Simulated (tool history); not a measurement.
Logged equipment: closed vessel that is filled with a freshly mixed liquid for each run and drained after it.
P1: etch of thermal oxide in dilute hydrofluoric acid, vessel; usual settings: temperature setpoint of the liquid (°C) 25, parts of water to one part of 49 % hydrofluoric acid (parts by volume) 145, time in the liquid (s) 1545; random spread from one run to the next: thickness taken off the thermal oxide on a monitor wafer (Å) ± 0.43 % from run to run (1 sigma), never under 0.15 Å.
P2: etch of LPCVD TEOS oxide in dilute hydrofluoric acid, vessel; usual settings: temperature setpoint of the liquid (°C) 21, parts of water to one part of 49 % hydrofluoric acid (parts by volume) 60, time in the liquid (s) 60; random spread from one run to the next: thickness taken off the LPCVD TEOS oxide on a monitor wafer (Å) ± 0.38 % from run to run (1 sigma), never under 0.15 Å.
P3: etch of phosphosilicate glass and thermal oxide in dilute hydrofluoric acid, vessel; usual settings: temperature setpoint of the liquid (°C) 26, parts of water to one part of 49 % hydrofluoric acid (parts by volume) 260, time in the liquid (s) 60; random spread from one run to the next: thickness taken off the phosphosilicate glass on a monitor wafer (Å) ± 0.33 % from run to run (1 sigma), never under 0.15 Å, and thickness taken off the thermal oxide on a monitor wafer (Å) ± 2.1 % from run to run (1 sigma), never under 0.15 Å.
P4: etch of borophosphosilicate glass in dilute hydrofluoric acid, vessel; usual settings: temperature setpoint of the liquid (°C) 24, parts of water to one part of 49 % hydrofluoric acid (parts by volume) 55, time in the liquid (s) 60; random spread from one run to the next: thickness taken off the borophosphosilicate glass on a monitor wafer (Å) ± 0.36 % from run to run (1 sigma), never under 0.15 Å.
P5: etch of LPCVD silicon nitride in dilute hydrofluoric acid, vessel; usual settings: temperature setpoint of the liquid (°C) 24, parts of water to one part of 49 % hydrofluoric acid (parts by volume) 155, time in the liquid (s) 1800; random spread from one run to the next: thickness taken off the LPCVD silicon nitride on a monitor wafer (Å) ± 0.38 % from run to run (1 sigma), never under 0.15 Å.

run,hour,process that ran,temperature setpoint of the liquid (°C),parts of water to one part of 49 % hydrofluoric acid (parts by volume),time in the liquid (s),hours since the thermometer was replaced,hours since the hydrofluoric acid flow meter was replaced,thickness taken off the thermal oxide on a monitor wafer (Å),thickness taken off the phosphosilicate glass on a monitor wafer (Å),thickness taken off the LPCVD silicon nitride on a monitor wafer (Å),thickness taken off the borophosphosilicate glass on a monitor wafer (Å),thickness taken off the LPCVD TEOS oxide on a monitor wafer (Å)
1,9.1,P1,25,145,1545,780.4,124.4,469.34,,,,
2,21.2,P3,26,260,85,792.5,136.5,14.44,181.01,,,
3,29.4,P5,24,220,1800,800.7,144.7,,,44.31,,
4,42.4,P4,24,55,60,813.7,157.7,,,,435.27,
5,54.9,P5,24,155,1800,826.2,170.2,,,61.616,,
6,65.7,P5,24,155,2950,837,181,,,101.9,,
7,76.8,P1,25,45,1545,848.1,192.1,1718.3,,,,
8,84.5,P2,21,110,60,855.8,199.8,,,,,96.885
9,93.4,P2,21,60,60,864.7,208.7,,,,,190.33
10,106.4,P1,25,145,1545,877.7,221.7,468.97,,,,
11,118.4,P5,30,155,1800,889.7,233.7,,,90.247,,
12,129,P4,24,90,60,900.3,244.3,,,,252.32,
13,141.9,P2,26.5,60,60,913.2,257.2,,,,,237.1
14,149.3,P1,25,145,2590,920.6,264.6,787.36,,,,
15,162.7,P1,25,145,175,934,278,53.172,,,,
16,174.5,P1,25,245,1545,945.8,289.8,249.22,,,,
17,186.1,P1,25,55,2705,957.4,301.4,2428.5,,,,
18,195.9,P3,26,85,60,967.2,311.2,37.822,479.27,,,
19,206.7,P1,25,145,1545,978,322,466.12,,,,
20,220.7,P1,31.5,145,1545,992,336,599.1,,,,
21,228.3,P3,18,260,60,999.6,343.6,7.398,94.98,,,
22,236.3,P4,29.5,55,60,1007.6,351.6,,,,538.7,
23,244.7,P2,21,60,105,1016,360,,,,,331.74
24,254.4,P4,24,55,30,1025.7,369.7,,,,216.36,
25,267.4,P2,21,60,60,1038.7,382.7,,,,,190.54
26,278.9,P1,25,145,1545,1050.2,394.2,468.72,,,,
27,292.8,P1,20.5,145,1545,1064.1,408.1,396.22,,,,
28,306.5,P4,24,55,60,1077.8,421.8,,,,433.02,
29,313.8,P3,26,260,60,1085.1,429.1,9.8547,127.03,,,
30,323,P1,25,145,1545,1094.3,438.3,470.83,,,,
31,333.9,P1,25,145,1545,1105.2,449.2,481.23,,,,
32,347.9,P1,25,145,1545,1119.2,463.2,490.72,,,,
33,355.6,P1,25,145,1545,1126.9,470.9,493.46,,,,
34,368,P1,25,145,1545,1139.3,483.3,495.44,,,,
35,378.8,P1,25,145,1545,1150.1,494.1,497.36,,,,
36,390.6,P1,25,145,1545,1161.9,505.9,497.43,,,,
37,402.8,P1,25,145,1545,1174.1,518.1,499.39,,,,
38,409,P1,25,145,1545,1180.3,524.3,499.97,,,,
39,422,P1,25,145,1545,1193.3,537.3,501.12,,,,
40,428.5,P1,25,145,1545,1199.8,543.8,497.9,,,,

What P1 gives has crept away from where it was. These 2 causes fit the log equally well, each at the size given:
A: liquid hotter than its thermometer reads (K) = 1.66
B: hydrofluoric acid flow above the setpoint (%) = 5.49
Onset of the creep was near hour 323.

Listed below are the offered check runs, one wafer per run, with question marks in place of results. For which of them would the causes give clearly different outcomes?
check 1,435,P4,29.5,55,60,,,,,,?,
check 2,435,P5,24,210,1800,,,,,?,,
check 3,435,P3,26,175,60,,,?,?,,,
check 4,435,P2,21,105,60,,,,,,,?

How each check would come out, cause by cause:
check,result,if A,if B
check 1,thickness taken off the borophosphosilicate glass on a monitor wafer (Å),575.15,571.18
check 2,thickness taken off the LPCVD silicon nitride on a monitor wafer (Å),50.821,48.301
check 3,thickness taken off the thermal oxide on a monitor wafer (Å),17.128,17.189
check 3,thickness taken off the phosphosilicate glass on a monitor wafer (Å),220.82,221.6
check 4,thickness taken off the LPCVD TEOS oxide on a monitor wafer (Å),109.82,109.03
Smallest distance between any two causes, each pair judged by its most separating result, in per cent: check 1 0.69 %; check 2 5.09 %; check 3 0.36 %; check 4 0.72 %
Of the check runs offered, only check 2 discriminates between the causes; the rest would read about the same regardless of which cause applies.

Check 2 was carried out, with these results: thickness taken off the LPCVD silicon nitride on a monitor wafer (Å) 48.482. Which of the listed causes is responsible?

Of the candidate causes, it is B: hydrofluoric acid flow above the setpoint (%).
